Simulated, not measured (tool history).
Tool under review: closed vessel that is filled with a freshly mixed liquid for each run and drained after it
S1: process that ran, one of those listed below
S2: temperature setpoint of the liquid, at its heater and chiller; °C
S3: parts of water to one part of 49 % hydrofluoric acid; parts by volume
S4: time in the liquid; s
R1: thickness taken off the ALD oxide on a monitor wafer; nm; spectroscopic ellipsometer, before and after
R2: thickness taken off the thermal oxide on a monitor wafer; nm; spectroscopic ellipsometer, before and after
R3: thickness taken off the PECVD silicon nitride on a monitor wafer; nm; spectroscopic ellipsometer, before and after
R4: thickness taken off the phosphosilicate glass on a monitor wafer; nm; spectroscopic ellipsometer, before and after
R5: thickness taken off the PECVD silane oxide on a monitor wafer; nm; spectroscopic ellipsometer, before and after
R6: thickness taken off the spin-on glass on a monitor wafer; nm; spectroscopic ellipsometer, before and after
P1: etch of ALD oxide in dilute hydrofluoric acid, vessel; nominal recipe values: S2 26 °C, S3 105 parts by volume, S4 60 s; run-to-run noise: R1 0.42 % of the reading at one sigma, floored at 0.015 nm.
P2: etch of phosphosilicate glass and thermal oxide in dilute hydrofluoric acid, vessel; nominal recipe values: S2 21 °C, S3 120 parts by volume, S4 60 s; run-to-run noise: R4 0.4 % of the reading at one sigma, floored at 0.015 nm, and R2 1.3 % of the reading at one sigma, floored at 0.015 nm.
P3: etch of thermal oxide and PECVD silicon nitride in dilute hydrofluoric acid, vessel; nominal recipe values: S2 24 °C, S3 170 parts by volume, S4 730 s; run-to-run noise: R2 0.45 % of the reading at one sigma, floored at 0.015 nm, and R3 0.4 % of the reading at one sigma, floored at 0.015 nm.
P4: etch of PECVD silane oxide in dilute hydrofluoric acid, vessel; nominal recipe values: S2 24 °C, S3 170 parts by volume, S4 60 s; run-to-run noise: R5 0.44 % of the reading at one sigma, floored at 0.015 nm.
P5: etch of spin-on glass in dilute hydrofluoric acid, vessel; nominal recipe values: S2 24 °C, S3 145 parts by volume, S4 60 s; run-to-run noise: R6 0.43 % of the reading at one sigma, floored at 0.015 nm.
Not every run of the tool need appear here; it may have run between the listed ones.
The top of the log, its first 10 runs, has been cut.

run,hour,S1,S2,S3,S4,R1,R2,R3,R4,R5,R6
11,113.8,P4,24,240,60,,,,,10.417,
12,124.1,P2,21,120,60,,2.0507,,48.783,,
13,136.8,P4,24,170,60,,,,,15.99,
14,147.5,P5,24,145,60,,,,,,13.15
15,154.6,P5,31.5,145,60,,,,,,17.038
16,164.1,P1,26,105,60,9.5303,,,,,
17,170.9,P1,26,105,35,5.5828,,,,,
18,181.4,P5,24,145,60,,,,,,12.964
19,192.4,P2,21,70,60,,3.7746,,88.846,,
20,198.5,P2,21,120,105,,3.5348,,85.802,,
21,208.1,P4,19,170,60,,,,,13.141,
22,217.7,P3,30,170,730,,22.761,35.143,,,
23,225.2,P1,26,50,60,21.609,,,,,
24,233.9,P3,24,170,730,,18.382,24.052,,,
25,241.9,P1,26,105,60,9.5454,,,,,
26,251.2,P1,21,105,60,7.8991,,,,,
27,262.8,P4,24,170,90,,,,,23.811,
28,274.5,P1,26,105,60,9.584,,,,,
29,280.9,P5,24,30,60,,,,,,72.553
30,294.2,P3,24,260,730,,10.865,15.748,,,
31,301.2,P1,26,150,60,6.3961,,,,,

What does the tool deliver on the next run?
32,313.6,P1,26,105,60,?,,,,,

R1: 9.6008 nm
